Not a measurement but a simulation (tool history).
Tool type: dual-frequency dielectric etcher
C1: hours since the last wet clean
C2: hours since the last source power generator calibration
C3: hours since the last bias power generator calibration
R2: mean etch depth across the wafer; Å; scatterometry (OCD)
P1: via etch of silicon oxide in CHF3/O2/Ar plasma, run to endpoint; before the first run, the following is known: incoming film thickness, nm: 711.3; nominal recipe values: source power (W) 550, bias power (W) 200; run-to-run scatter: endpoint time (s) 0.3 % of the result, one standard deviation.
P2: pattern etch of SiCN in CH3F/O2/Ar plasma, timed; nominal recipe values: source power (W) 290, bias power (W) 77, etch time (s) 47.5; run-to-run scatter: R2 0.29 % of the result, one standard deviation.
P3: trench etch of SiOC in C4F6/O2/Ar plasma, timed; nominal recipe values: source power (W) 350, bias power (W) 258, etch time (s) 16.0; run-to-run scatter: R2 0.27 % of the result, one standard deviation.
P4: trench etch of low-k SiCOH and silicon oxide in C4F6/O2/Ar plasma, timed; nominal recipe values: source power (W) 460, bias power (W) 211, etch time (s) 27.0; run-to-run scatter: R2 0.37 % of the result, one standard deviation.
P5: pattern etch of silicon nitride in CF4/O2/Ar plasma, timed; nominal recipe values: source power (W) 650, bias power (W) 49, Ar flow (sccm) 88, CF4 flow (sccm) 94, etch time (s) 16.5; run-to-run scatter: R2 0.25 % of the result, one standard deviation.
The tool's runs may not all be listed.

Run 1, hour 2.3: process that ran P1, source power (W) 550, bias power (W) 200; C1 124.7; C2 1825.7; C3 2483.3. Result: endpoint time (s) 356.88.
Run 2, hour 4.5: process that ran P3, source power (W) 350, bias power (W) 348, etch time (s) 16.0; C1 126.9; C2 1827.9; C3 2485.5. Result: R2 397.96 Å.
Run 3, hour 8.8: process that ran P5, source power (W) 650, bias power (W) 49, etch time (s) 20.5, Ar flow (sccm) 88, CF4 flow (sccm) 94; C1 131.2; C2 1832.2; C3 2489.8. Result: R2 492.33 Å.
Run 4, hour 13.0: process that ran P4, source power (W) 460, bias power (W) 211, etch time (s) 27.0; C1 135.4; C2 1836.4; C3 2494.0. Result: R2 968.93 Å.
Run 5, hour 15.7: process that ran P2, source power (W) 290, bias power (W) 77, etch time (s) 62.5; C1 138.1; C2 1839.1; C3 2496.7. Result: R2 206.63 Å.
Run 6, hour 17.8: process that ran P1, source power (W) 370, bias power (W) 200; C1 140.2; C2 1841.2; C3 2498.8. Result: endpoint time (s) 415.25.
Run 7, hour 20.5: process that ran P2, source power (W) 290, bias power (W) 103, etch time (s) 47.5; C1 142.9; C2 1843.9; C3 2501.5. Result: R2 174.77 Å.
Run 8, hour 23.9: process that ran P5, source power (W) 420, bias power (W) 49, etch time (s) 16.5, Ar flow (sccm) 88, CF4 flow (sccm) 94; C1 146.3; C2 1847.3; C3 2504.9. Result: R2 269.63 Å.
Run 9, hour 26.6: process that ran P4, source power (W) 460, bias power (W) 266, etch time (s) 27.0; C1 149.0; C2 1850.0; C3 2507.6. Result: R2 1043.50 Å.
Run 10, hour 30.4: process that ran P3, source power (W) 350, bias power (W) 258, etch time (s) 16.0; C1 152.8; C2 1853.8; C3 2511.4. Result: R2 359.68 Å.
Run 11, hour 33.4: process that ran P3, source power (W) 470, bias power (W) 258, etch time (s) 16.0; C1 155.8; C2 1856.8; C3 2514.4. Result: R2 402.64 Å.
Run 12, hour 36.5: process that ran P1, source power (W) 550, bias power (W) 200; C1 158.9; C2 1859.9; C3 2517.5. Result: endpoint time (s) 358.03.
Run 13, hour 38.6: process that ran P1, source power (W) 550, bias power (W) 200; C1 161.0; C2 1862.0; C3 2519.6. Result: endpoint time (s) 358.74.
Run 14, hour 42.1: process that ran P3, source power (W) 350, bias power (W) 258, etch time (s) 9.0; C1 164.5; C2 1865.5; C3 2523.1. Result: R2 201.22 Å.
Run 15, hour 46.5: process that ran P1, source power (W) 550, bias power (W) 261; C1 168.9; C2 1869.9; C3 2527.5. Result: endpoint time (s) 325.35.
Run 16, hour 49.6: process that ran P5, source power (W) 650, bias power (W) 49, etch time (s) 16.5, Ar flow (sccm) 57, CF4 flow (sccm) 94; C1 172.0; C2 1873.0; C3 2530.6. Result: R2 416.87 Å.
Run 17, hour 51.8: process that ran P1, source power (W) 770, bias power (W) 232; C1 174.2; C2 1875.2; C3 2532.8. Result: endpoint time (s) 298.00.
Run 18, hour 55.6: process that ran P2, source power (W) 290, bias power (W) 77, etch time (s) 47.5; C1 178.0; C2 1879.0; C3 2536.6. Result: R2 157.37 Å.
Run 19, hour 57.8: process that ran P2, source power (W) 410, bias power (W) 77, etch time (s) 47.5; C1 180.2; C2 1881.2; C3 2538.8. Result: R2 179.38 Å.
Run 20, hour 62.1: process that ran P1, source power (W) 550, bias power (W) 200; C1 184.5; C2 1885.5; C3 2543.1. Result: endpoint time (s) 359.05.
Run 21, hour 66.5: process that ran P4, source power (W) 280, bias power (W) 211, etch time (s) 27.0; C1 188.9; C2 1889.9; C3 2547.5. Result: R2 802.12 Å.
Run 22, hour 70.3: process that ran P1, source power (W) 710, bias power (W) 200; C1 192.7; C2 1893.7; C3 2551.3. Result: endpoint time (s) 325.91.
Run 23, hour 72.7: process that ran P1, source power (W) 550, bias power (W) 200; C1 195.1; C2 1896.1; C3 2553.7. Result: endpoint time (s) 357.17.
Run 24, hour 75.5: process that ran P5, source power (W) 650, bias power (W) 49, etch time (s) 16.5, Ar flow (sccm) 88, CF4 flow (sccm) 94; C1 197.9; C2 1898.9; C3 2556.5. Result: R2 397.83 Å.
Run 25, hour 79.8: process that ran P5, source power (W) 650, bias power (W) 31, etch time (s) 16.5, Ar flow (sccm) 88, CF4 flow (sccm) 94; C1 202.2; C2 1903.2; C3 2560.8. Result: R2 339.82 Å.
Run 26, hour 84.3: process that ran P3, source power (W) 350, bias power (W) 258, etch time (s) 16.0; C1 206.7; C2 1907.7; C3 2565.3. Result: R2 359.91 Å.
Run 27, hour 88.4: process that ran P4, source power (W) 460, bias power (W) 211, etch time (s) 40.0; C1 210.8; C2 1911.8; C3 2569.4. Result: R2 1425.00 Å.
Run 28, hour 91.2: process that ran P1, source power (W) 340, bias power (W) 163; C1 213.6; C2 1914.6; C3 2572.2. Result: endpoint time (s) 461.22.
Run 29, hour 94.1: process that ran P1, source power (W) 550, bias power (W) 120; C1 216.5; C2 1917.5; C3 2575.1. Result: endpoint time (s) 423.25.
Run 30, hour 97.6: process that ran P1, source power (W) 550, bias power (W) 200; C1 220.0; C2 1921.0; C3 2578.6. Result: endpoint time (s) 360.52.
Run 31, hour 100.7: process that ran P1, source power (W) 550, bias power (W) 200; C1 223.1; C2 1924.1; C3 2581.7. Result: endpoint time (s) 358.63.
Run 32, hour 102.8: process that ran P5, source power (W) 650, bias power (W) 49, etch time (s) 16.5, Ar flow (sccm) 88, CF4 flow (sccm) 70; C1 225.2; C2 1926.2; C3 2583.8. Result: R2 380.96 Å.

What does the tool deliver on the next run?
Run 33, hour 104.9: process that ran P1, source power (W) 550, bias power (W) 200; C1 227.3; C2 1928.3; C3 2585.9. Result: endpoint time (s) ?.

Run 33 yielded endpoint time (s) 359.48.
